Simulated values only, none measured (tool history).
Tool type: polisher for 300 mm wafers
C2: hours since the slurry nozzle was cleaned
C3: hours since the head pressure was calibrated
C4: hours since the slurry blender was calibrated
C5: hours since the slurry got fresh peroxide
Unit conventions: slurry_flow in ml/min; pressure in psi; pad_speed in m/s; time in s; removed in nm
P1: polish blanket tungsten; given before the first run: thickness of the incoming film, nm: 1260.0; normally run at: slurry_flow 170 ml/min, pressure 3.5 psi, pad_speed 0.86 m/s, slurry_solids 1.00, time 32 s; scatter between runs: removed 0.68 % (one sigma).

run 1 hour=2.9 | slurry_flow=170 pressure=3.5 pad_speed=0.86 slurry_solids=1.00 time=32 | wafers_polished_on_this_pad=378 C2=352.1 C3=225.6 C4=88.0 C5=21.9 | removed=111.500
run 2 hour=8.5 | slurry_flow=170 pressure=4.4 pad_speed=0.86 slurry_solids=1.00 time=32 | wafers_polished_on_this_pad=443 C2=357.7 C3=231.2 C4=93.6 C5=27.5 | removed=138.400
run 3 hour=11.7 | slurry_flow=170 pressure=3.5 pad_speed=0.86 slurry_solids=1.00 time=32 | wafers_polished_on_this_pad=480 C2=360.9 C3=234.4 C4=96.8 C5=30.7 | removed=110.410
run 4 hour=15.3 | slurry_flow=170 pressure=3.5 pad_speed=0.86 slurry_solids=1.25 time=32 | wafers_polished_on_this_pad=521 C2=364.5 C3=238.0 C4=100.4 C5=34.3 | removed=116.680
run 5 hour=18.5 | slurry_flow=100 pressure=3.5 pad_speed=0.86 slurry_solids=1.00 time=32 | wafers_polished_on_this_pad=558 C2=367.7 C3=241.2 C4=103.6 C5=37.5 | removed=99.479
run 6 hour=24.0 | slurry_flow=170 pressure=3.5 pad_speed=0.86 slurry_solids=1.30 time=15 | wafers_polished_on_this_pad=621 C2=373.2 C3=246.7 C4=109.1 C5=43.0 | removed=54.737
run 7 hour=29.3 | slurry_flow=125 pressure=3.5 pad_speed=0.86 slurry_solids=0.70 time=32 | wafers_polished_on_this_pad=682 C2=378.5 C3=252.0 C4=114.4 C5=48.3 | removed=95.851
run 8 hour=34.8 | slurry_flow=170 pressure=3.5 pad_speed=0.54 slurry_solids=1.00 time=32 | wafers_polished_on_this_pad=745 C2=384.0 C3=257.5 C4=119.9 C5=53.8 | removed=69.428
run 9 hour=37.6 | slurry_flow=170 pressure=3.5 pad_speed=0.86 slurry_solids=1.00 time=32 | wafers_polished_on_this_pad=778 C2=386.8 C3=260.3 C4=122.7 C5=56.6 | removed=110.890
run 10 hour=42.9 | slurry_flow=170 pressure=2.1 pad_speed=0.86 slurry_solids=1.00 time=32 | wafers_polished_on_this_pad=838 C2=392.1 C3=265.6 C4=128.0 C5=61.9 | removed=66.366
run 11 hour=48.1 | slurry_flow=170 pressure=3.5 pad_speed=0.86 slurry_solids=1.00 time=47 | wafers_polished_on_this_pad=898 C2=397.3 C3=270.8 C4=133.2 C5=67.1 | removed=163.580
run 12 hour=50.6 | slurry_flow=230 pressure=3.5 pad_speed=0.86 slurry_solids=1.00 time=32 | wafers_polished_on_this_pad=927 C2=399.8 C3=273.3 C4=135.7 C5=69.6 | removed=115.750
run 13 hour=53.3 | slurry_flow=170 pressure=3.5 pad_speed=0.86 slurry_solids=1.00 time=32 | wafers_polished_on_this_pad=958 C2=402.5 C3=276.0 C4=138.4 C5=72.3 | removed=110.850
run 14 hour=58.7 | slurry_flow=170 pressure=3.5 pad_speed=1.30 slurry_solids=1.00 time=32 | wafers_polished_on_this_pad=1020 C2=407.9 C3=281.4 C4=143.8 C5=77.7 | removed=168.930
run 15 hour=62.6 | slurry_flow=170 pressure=3.5 pad_speed=0.86 slurry_solids=1.00 time=15 | wafers_polished_on_this_pad=1065 C2=411.8 C3=285.3 C4=147.7 C5=81.6 | removed=52.109
run 16 hour=67.2 | slurry_flow=170 pressure=3.5 pad_speed=0.86 slurry_solids=1.00 time=32 | wafers_polished_on_this_pad=1118 C2=416.4 C3=289.9 C4=152.3 C5=86.2 | removed=110.730
run 17 hour=70.7 | slurry_flow=170 pressure=3.5 pad_speed=0.86 slurry_solids=0.55 time=32 | wafers_polished_on_this_pad=1158 C2=419.9 C3=293.4 C4=155.8 C5=89.7 | removed=96.332
run 18 hour=74.1 | slurry_flow=170 pressure=3.5 pad_speed=0.86 slurry_solids=1.00 time=32 | wafers_polished_on_this_pad=1197 C2=423.3 C3=296.8 C4=159.2 C5=93.1 | removed=110.580
run 19 hour=79.9 | slurry_flow=170 pressure=3.5 pad_speed=0.86 slurry_solids=1.00 time=32 | wafers_polished_on_this_pad=1264 C2=429.1 C3=302.6 C4=165.0 C5=98.9 | removed=107.700
run 20 hour=83.8 | slurry_flow=170 pressure=3.5 pad_speed=0.86 slurry_solids=1.00 time=32 | wafers_polished_on_this_pad=1309 C2=433.0 C3=306.5 C4=168.9 C5=102.8 | removed=106.120
-- hour=86.7 head pressure recalibrated
run 21 hour=88.8 | slurry_flow=170 pressure=3.5 pad_speed=0.86 slurry_solids=1.00 time=32 | wafers_polished_on_this_pad=1367 C2=438.0 C3=2.1 C4=173.9 C5=107.8 | removed=104.360
run 22 hour=93.9 | slurry_flow=170 pressure=3.5 pad_speed=0.86 slurry_solids=1.00 time=32 | wafers_polished_on_this_pad=1425 C2=443.1 C3=7.2 C4=179.0 C5=112.9 | removed=103.200
-- hour=98.4 slurry blender recalibrated
run 23 hour=99.1 | slurry_flow=170 pressure=3.5 pad_speed=0.86 slurry_solids=1.00 time=32 | wafers_polished_on_this_pad=1485 C2=448.3 C3=12.4 C4=0.8 C5=118.1 | removed=102.450

The next listed run, before its measurement:
-- hour=99.9 worn pad replaced by a new one
run 24 hour=102.4 | slurry_flow=170 pressure=3.5 pad_speed=0.86 slurry_solids=1.00 time=32 | wafers_polished_on_this_pad=29 C2=451.6 C3=15.7 C4=4.1 C5=121.4 | removed=?

For run 24 the tool returned removed 103.340 nm.
